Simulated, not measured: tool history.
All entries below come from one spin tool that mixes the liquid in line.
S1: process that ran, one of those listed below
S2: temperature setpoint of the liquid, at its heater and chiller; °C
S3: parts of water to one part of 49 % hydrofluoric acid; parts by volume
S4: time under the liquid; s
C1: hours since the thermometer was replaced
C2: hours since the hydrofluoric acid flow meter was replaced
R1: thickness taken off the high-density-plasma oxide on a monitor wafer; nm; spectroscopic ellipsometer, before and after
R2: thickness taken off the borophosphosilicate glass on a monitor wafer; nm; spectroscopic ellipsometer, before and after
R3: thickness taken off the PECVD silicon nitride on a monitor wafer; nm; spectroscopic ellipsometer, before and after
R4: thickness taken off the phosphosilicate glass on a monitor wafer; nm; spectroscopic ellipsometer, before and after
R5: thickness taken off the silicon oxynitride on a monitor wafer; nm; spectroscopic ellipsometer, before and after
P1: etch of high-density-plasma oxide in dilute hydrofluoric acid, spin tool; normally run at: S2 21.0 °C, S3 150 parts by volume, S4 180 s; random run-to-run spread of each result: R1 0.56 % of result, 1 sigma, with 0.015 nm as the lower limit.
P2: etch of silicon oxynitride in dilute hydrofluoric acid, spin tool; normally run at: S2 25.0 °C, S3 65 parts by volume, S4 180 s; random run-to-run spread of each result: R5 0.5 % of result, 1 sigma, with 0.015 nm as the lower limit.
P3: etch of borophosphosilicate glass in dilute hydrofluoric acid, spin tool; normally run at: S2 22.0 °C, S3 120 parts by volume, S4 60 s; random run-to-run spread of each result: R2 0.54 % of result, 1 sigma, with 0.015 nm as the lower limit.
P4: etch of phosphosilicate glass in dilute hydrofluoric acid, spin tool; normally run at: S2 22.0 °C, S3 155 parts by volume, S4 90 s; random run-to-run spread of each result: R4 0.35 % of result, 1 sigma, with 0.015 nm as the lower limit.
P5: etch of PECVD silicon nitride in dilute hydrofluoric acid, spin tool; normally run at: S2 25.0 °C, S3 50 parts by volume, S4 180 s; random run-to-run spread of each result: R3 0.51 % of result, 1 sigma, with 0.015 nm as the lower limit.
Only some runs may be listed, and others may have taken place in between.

Run 1, hour 5.7: S1 P1, S2 21.0 °C, S3 150 parts by volume, S4 180 s; C1 1951.6; C2 238.2. Result: R1 5.33080 nm.
Run 2, hour 13.6: S1 P3, S2 29.0 °C, S3 120 parts by volume, S4 60 s; C1 1959.5; C2 246.1. Result: R2 15.8210 nm.
Run 3, hour 18.7: S1 P5, S2 30.5 °C, S3 50 parts by volume, S4 180 s; C1 1964.6; C2 251.2. Result: R3 30.2200 nm.
Run 4, hour 22.3: S1 P1, S2 21.0 °C, S3 150 parts by volume, S4 180 s; C1 1968.2; C2 254.8. Result: R1 5.33110 nm.
Run 5, hour 26.5: S1 P1, S2 21.0 °C, S3 150 parts by volume, S4 320 s; C1 1972.4; C2 259.0. Result: R1 9.37710 nm.
Run 6, hour 34.7: S1 P5, S2 25.0 °C, S3 50 parts by volume, S4 65 s; C1 1980.6; C2 267.2. Result: R3 7.6498 nm.
Run 7, hour 42.2: S1 P4, S2 22.0 °C, S3 230 parts by volume, S4 90 s; C1 1988.1; C2 274.7. Result: R4 33.3840 nm.
Run 8, hour 46.2: S1 P2, S2 25.0 °C, S3 65 parts by volume, S4 15 s; C1 1992.1; C2 278.7. Result: R5 0.37699 nm.
Run 9, hour 52.4: S1 P4, S2 22.0 °C, S3 155 parts by volume, S4 90 s; C1 1998.3; C2 284.9. Result: R4 53.1980 nm.
Run 10, hour 56.3: S1 P1, S2 25.0 °C, S3 215 parts by volume, S4 180 s; C1 2002.2; C2 288.8. Result: R1 3.97250 nm.
Run 11, hour 62.4: S1 P1, S2 21.0 °C, S3 150 parts by volume, S4 180 s; C1 2008.3; C2 294.9. Result: R1 5.33420 nm.
Run 12, hour 66.1: S1 P5, S2 25.0 °C, S3 25 parts by volume, S4 180 s; C1 2012.0; C2 298.6. Result: R3 41.2890 nm.
Run 13, hour 71.7: S1 P1, S2 28.0 °C, S3 150 parts by volume, S4 180 s; C1 2017.6; C2 304.2. Result: R1 6.92930 nm.
Run 14, hour 78.1: S1 P4, S2 22.0 °C, S3 155 parts by volume, S4 90 s; C1 2024.0; C2 310.6. Result: R4 53.3480 nm.
Run 15, hour 84.4: S1 P3, S2 22.0 °C, S3 120 parts by volume, S4 60 s; C1 2030.3; C2 316.9. Result: R2 11.9260 nm.
Run 16, hour 90.5: S1 P2, S2 25.0 °C, S3 110 parts by volume, S4 180 s; C1 2036.4; C2 323.0. Result: R5 2.55390 nm.
Run 17, hour 95.4: S1 P1, S2 17.0 °C, S3 150 parts by volume, S4 180 s; C1 2041.3; C2 327.9. Result: R1 4.51740 nm.
Run 18, hour 101.2: S1 P1, S2 27.5 °C, S3 150 parts by volume, S4 30 s; C1 2047.1; C2 333.7. Result: R1 1.12750 nm.
Run 19, hour 108.0: S1 P5, S2 25.0 °C, S3 50 parts by volume, S4 180 s; C1 2053.9; C2 340.5. Result: R3 21.0780 nm.
Run 20, hour 115.2: S1 P1, S2 21.0 °C, S3 210 parts by volume, S4 180 s; C1 2061.1; C2 347.7. Result: R1 3.56680 nm.
Run 21, hour 122.6: S1 P1, S2 29.0 °C, S3 150 parts by volume, S4 280 s; C1 2068.5; C2 355.1. Result: R1 11.08500 nm.
Run 22, hour 128.7: S1 P1, S2 21.0 °C, S3 65 parts by volume, S4 180 s; C1 2074.6; C2 361.2. Result: R1 13.42400 nm.
Run 23, hour 136.3: S1 P2, S2 25.0 °C, S3 65 parts by volume, S4 180 s; C1 2082.2; C2 368.8. Result: R5 4.53980 nm.
Run 24, hour 142.5: S1 P4, S2 29.0 °C, S3 155 parts by volume, S4 90 s; C1 2088.4; C2 375.0. Result: R4 69.1730 nm.
Run 25, hour 148.3: S1 P1, S2 21.0 °C, S3 150 parts by volume, S4 180 s; C1 2094.2; C2 380.8. Result: R1 5.30120 nm.
Run 26, hour 154.7: S1 P5, S2 25.0 °C, S3 50 parts by volume, S4 180 s; C1 2100.6; C2 387.2. Result: R3 21.2030 nm.
Run 27, hour 161.8: S1 P4, S2 22.0 °C, S3 155 parts by volume, S4 15 s; C1 2107.7; C2 394.3. Result: R4 8.8509 nm.
At hour 165.4: hydrofluoric acid flow meter replaced.
Run 28, hour 167.5: S1 P3, S2 22.0 °C, S3 120 parts by volume, S4 15 s; C1 2113.4; C2 2.1. Result: R2 2.9812 nm.
Run 29, hour 173.3: S1 P2, S2 33.5 °C, S3 65 parts by volume, S4 180 s; C1 2119.2; C2 7.9. Result: R5 6.69820 nm.
Run 30, hour 180.6: S1 P3, S2 22.0 °C, S3 175 parts by volume, S4 60 s; C1 2126.5; C2 15.2. Result: R2 7.7157 nm.
Run 31, hour 186.1: S1 P1, S2 21.0 °C, S3 150 parts by volume, S4 180 s; C1 2132.0; C2 20.7. Result: R1 5.26720 nm.
Run 32, hour 191.3: S1 P1, S2 21.0 °C, S3 150 parts by volume, S4 20 s; C1 2137.2; C2 25.9. Result: R1 0.57346 nm.
Run 33, hour 196.0: S1 P1, S2 21.0 °C, S3 150 parts by volume, S4 180 s; C1 2141.9; C2 30.6. Result: R1 5.32170 nm.
Run 34, hour 202.6: S1 P1, S2 21.0 °C, S3 150 parts by volume, S4 180 s; C1 2148.5; C2 37.2. Result: R1 5.17730 nm.
Run 35, hour 207.8: S1 P1, S2 21.0 °C, S3 150 parts by volume, S4 180 s; C1 2153.7; C2 42.4. Result: R1 5.05040 nm.
Run 36, hour 212.0: S1 P1, S2 21.0 °C, S3 150 parts by volume, S4 180 s; C1 2157.9; C2 46.6. Result: R1 5.04940 nm.
Run 37, hour 217.9: S1 P1, S2 21.0 °C, S3 150 parts by volume, S4 180 s; C1 2163.8; C2 52.5. Result: R1 5.02960 nm.
Run 38, hour 225.4: S1 P1, S2 21.0 °C, S3 150 parts by volume, S4 180 s; C1 2171.3; C2 60.0. Result: R1 5.02960 nm.

Forecast run 39:
Run 39, hour 230.7: S1 P1, S2 21.0 °C, S3 150 parts by volume, S4 180 s; C1 2176.6; C2 65.3. Result: R1 ?.

R1: 5.01620 nm
